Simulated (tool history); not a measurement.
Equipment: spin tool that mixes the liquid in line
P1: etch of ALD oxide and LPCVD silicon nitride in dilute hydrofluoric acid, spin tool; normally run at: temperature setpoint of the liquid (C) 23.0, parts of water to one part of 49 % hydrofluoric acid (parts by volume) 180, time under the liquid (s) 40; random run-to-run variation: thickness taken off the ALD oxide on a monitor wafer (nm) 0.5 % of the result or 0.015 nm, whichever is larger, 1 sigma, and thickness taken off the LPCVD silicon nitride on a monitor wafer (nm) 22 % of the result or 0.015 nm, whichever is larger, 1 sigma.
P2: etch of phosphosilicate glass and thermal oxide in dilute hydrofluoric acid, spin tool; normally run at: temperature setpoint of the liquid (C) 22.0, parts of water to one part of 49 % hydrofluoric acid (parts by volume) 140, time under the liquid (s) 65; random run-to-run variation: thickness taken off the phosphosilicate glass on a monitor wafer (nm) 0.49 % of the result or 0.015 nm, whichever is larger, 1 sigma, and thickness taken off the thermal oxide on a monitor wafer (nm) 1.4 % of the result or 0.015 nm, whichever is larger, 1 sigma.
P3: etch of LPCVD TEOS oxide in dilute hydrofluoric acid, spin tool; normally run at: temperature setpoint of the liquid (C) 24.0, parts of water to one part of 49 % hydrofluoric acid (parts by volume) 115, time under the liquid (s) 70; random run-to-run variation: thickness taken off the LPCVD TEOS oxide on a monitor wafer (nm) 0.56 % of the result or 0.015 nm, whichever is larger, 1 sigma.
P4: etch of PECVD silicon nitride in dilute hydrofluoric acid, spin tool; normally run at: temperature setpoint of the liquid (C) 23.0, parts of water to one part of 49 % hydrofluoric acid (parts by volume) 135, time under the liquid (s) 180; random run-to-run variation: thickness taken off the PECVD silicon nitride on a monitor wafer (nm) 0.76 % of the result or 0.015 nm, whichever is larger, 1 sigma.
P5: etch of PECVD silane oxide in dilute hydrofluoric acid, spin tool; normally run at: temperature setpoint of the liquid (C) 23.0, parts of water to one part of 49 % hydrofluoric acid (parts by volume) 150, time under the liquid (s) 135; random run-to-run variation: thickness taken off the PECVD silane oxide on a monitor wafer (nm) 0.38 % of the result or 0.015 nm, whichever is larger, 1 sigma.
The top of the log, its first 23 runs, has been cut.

run	hour	process that ran	temperature setpoint of the liquid (C)	parts of water to one part of 49 % hydrofluoric acid (parts by volume)	time under the liquid (s)	hours since the thermometer was replaced	hours since the hydrofluoric acid flow meter was replaced	thickness taken off the ALD oxide on a monitor wafer (nm)	thickness taken off the LPCVD silicon nitride on a monitor wafer (nm)	thickness taken off the PECVD silane oxide on a monitor wafer (nm)	thickness taken off the LPCVD TEOS oxide on a monitor wafer (nm)	thickness taken off the PECVD silicon nitride on a monitor wafer (nm)	thickness taken off the phosphosilicate glass on a monitor wafer (nm)	thickness taken off the thermal oxide on a monitor wafer (nm)
24	88.9	P3	24.0	115	110	1453.9	792.2				26.818			
25	93.1	P2	22.0	140	65	1458.1	796.4						29.908	1.96710
26	97.1	P1	23.0	180	15	1462.1	800.4	1.6312	0.034775					
27	99.7	P5	23.0	150	135	1464.7	803.0			19.845				
28	103.5	P1	23.0	265	40	1468.5	806.8	2.7273	0.128210					
29	106.9	P3	20.0	115	70	1471.9	810.2				14.269			
30	111.3	P2	22.0	250	65	1476.3	814.6						14.760	0.96839
31	114.7	P1	23.0	180	40	1479.7	818.0	4.3892	0.159870					
32	118.7	P3	24.0	115	70	1483.7	822.0				16.911			
33	120.8	P4	23.0	135	15	1485.8	824.1					0.28351		
34	123.1	P1	23.0	180	40	1488.1	826.4	4.3325	0.112910					

Estimate the outcome of run 35 from the log above:
35	125.9	P1	23.0	180	40	1490.9	829.2	?	?					

For run 35 the tool returned thickness taken off the ALD oxide on a monitor wafer (nm) 4.1718, thickness taken off the LPCVD silicon nitride on a monitor wafer (nm) 0.102920.

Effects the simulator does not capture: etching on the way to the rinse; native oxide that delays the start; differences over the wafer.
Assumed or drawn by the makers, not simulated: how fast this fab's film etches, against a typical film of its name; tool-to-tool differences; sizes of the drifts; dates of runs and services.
